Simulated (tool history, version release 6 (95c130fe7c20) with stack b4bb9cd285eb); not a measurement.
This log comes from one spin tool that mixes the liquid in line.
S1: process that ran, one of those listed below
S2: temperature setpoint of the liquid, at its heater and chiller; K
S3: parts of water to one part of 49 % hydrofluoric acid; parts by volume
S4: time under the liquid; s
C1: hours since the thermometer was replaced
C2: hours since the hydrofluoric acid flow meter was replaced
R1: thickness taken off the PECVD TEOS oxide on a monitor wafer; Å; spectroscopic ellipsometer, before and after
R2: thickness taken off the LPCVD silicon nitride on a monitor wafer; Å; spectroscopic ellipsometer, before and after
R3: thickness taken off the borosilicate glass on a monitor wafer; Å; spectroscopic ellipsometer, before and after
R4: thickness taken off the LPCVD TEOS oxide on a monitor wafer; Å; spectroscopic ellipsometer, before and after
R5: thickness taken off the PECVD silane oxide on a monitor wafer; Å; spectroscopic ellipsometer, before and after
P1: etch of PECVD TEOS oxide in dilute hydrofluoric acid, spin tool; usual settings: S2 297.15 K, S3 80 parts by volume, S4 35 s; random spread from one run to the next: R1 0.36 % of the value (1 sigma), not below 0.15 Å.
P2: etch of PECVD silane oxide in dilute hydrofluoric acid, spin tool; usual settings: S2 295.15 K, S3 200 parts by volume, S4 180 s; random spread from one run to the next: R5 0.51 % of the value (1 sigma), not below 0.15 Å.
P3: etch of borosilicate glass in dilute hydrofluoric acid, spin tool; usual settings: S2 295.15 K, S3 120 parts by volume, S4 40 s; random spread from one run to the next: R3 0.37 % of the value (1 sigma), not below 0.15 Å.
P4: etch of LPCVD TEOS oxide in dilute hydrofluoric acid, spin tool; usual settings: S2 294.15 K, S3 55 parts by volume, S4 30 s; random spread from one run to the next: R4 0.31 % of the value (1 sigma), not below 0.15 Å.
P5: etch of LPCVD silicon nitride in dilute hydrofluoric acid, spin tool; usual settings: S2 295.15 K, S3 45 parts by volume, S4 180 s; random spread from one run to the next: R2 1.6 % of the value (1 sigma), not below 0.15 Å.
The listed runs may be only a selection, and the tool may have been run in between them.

run   hour  S1      S2   S3   S4     C1     C2       R1       R2      R3       R4      R5
  1    8.2  P1  297.15   80   35  273.6  407.8  124.030
  2   22.1  P5  295.15   45  180  287.5  421.7           16.2750
  3   34.5  P1  297.15   80   35  299.9  434.1  123.870
  4   46.0  P3  295.15  200   40  311.4  445.6                    46.561
  5   56.9  P4  294.15   55   30  322.3  456.5                            128.810
  6   67.0  P2  295.15  200  295  332.4  466.6                                     358.95
  7   76.6  P3  290.15  120   40  342.0  476.2                    69.193
  8   90.8  P1  297.15   80   15  356.2  490.4   53.246
  9  104.3  P4  294.15  105   30  369.7  503.9                             63.495
 10  112.7  P1  292.15   80   35  378.1  512.3  101.090
 11  122.4  P1  297.15   80   35  387.8  522.0  124.390
 12  132.8  P1  305.15   80   35  398.2  532.4  170.300
 13  148.1  P1  297.15   80   35  413.5  547.7  124.960
 14  157.3  P2  290.15  200  180  422.7  556.9                                     182.03
 15  172.7  P4  294.15   55   15  438.1  572.3                             64.041
 16  190.1  P1  297.15   80   35  455.5  589.7  125.440
 17  208.3  P4  294.15   55   30  473.7  607.9                            127.900
 18  222.3  P1  301.15   80   15  487.7  621.9   62.479
 19  231.8  P2  295.15   85  180  497.2  631.4                                     578.29
 20  239.9  P1  297.15   80   35  505.3  639.5  124.090
 21  248.8  P5  290.15   45  180  514.2  648.4           11.5000
 22  258.0  P1  297.15   35   35  523.4  657.6  300.340
 23  274.1  P5  295.15   45   65  539.5  673.7            5.8594
 24  291.1  P2  295.15  200  180  556.5  690.7                                     217.88
 25  299.6  P1  297.15   80   35  565.0  699.2  124.510
 26  311.3  P1  297.15   80   60  576.7  710.9  213.570
 27  319.4  P1  290.15   80   15  584.8  719.0   39.836
 28  333.8  P5  295.15   20  180  599.2  733.4           34.9260
 29  345.2  P3  295.15  120   15  610.6  744.8                    31.887
 30  355.4  P3  295.15  120   40  620.8  755.0                    85.088
 31  370.3  P4  300.65   55   30  635.7  769.9                            167.080
 32  384.9  P1  297.15  145   35  650.3  784.5   63.110
 33  395.2  P1  297.15   80   35  660.6  794.8  124.140
 34  409.7  P1  297.15   80   35  675.1  809.3  118.290
 35  418.1  P1  297.15   80   35  683.5  817.7  116.510
 36  432.2  P1  297.15   80   35  697.6  831.8  114.470

What does the tool deliver on the next run?
 37  441.4  P1  297.15  80  35  706.8  841.0   ?

Run 37 yielded R1 113.660 Å.
